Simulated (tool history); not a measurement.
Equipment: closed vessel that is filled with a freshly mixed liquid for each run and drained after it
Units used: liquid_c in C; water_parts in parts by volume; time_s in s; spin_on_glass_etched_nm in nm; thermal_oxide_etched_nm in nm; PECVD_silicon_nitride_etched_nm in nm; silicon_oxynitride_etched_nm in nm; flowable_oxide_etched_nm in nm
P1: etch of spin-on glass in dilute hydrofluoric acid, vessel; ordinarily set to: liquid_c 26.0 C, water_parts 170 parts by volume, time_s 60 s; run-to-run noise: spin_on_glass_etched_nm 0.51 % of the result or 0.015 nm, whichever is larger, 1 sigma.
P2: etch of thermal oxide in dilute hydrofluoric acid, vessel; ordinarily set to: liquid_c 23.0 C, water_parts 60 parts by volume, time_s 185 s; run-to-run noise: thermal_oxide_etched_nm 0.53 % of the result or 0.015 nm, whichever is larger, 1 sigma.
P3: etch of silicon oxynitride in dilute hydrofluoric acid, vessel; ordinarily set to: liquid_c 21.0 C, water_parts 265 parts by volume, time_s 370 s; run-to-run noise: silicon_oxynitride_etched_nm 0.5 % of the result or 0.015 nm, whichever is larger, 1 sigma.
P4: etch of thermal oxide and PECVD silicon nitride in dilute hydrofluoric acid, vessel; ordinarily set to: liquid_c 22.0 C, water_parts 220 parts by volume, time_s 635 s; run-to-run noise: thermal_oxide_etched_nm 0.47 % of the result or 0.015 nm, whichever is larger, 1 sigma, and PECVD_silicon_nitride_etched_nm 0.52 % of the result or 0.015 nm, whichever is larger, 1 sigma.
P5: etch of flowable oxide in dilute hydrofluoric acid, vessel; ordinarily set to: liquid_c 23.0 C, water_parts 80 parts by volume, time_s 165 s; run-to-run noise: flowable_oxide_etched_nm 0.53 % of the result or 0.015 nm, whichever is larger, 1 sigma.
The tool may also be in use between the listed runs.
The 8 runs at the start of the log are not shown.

run	hour	process	liquid_c	water_parts	time_s	spin_on_glass_etched_nm	thermal_oxide_etched_nm	PECVD_silicon_nitride_etched_nm	silicon_oxynitride_etched_nm	flowable_oxide_etched_nm
9	69.4	P3	21.0	265	570				7.8185	
10	76.0	P4	22.0	220	635		10.3970	14.242		
11	82.6	P5	23.0	80	165					42.742
12	94.3	P2	17.0	60	185		11.5220			
13	100.7	P2	23.0	60	345		27.7230			
14	106.7	P3	24.5	265	370				5.9693	
15	118.0	P3	21.0	265	370				5.0784	
16	125.9	P1	26.0	100	60	32.1750				
17	134.1	P5	23.0	80	30					7.657
18	139.6	P3	21.0	115	370				13.0270	
19	149.0	P1	26.0	170	30	8.6162				
20	154.5	P3	21.0	265	370				5.1089	
21	165.1	P5	23.0	135	165					23.576
22	174.6	P1	26.0	90	85	51.1970				
23	185.5	P4	18.0	220	635		8.9349	10.949		

The next listed run, before its measurement:
24	196.0	P1	34.0	170	60	?				

Run 24 produced spin_on_glass_etched_nm 22.8780 nm.
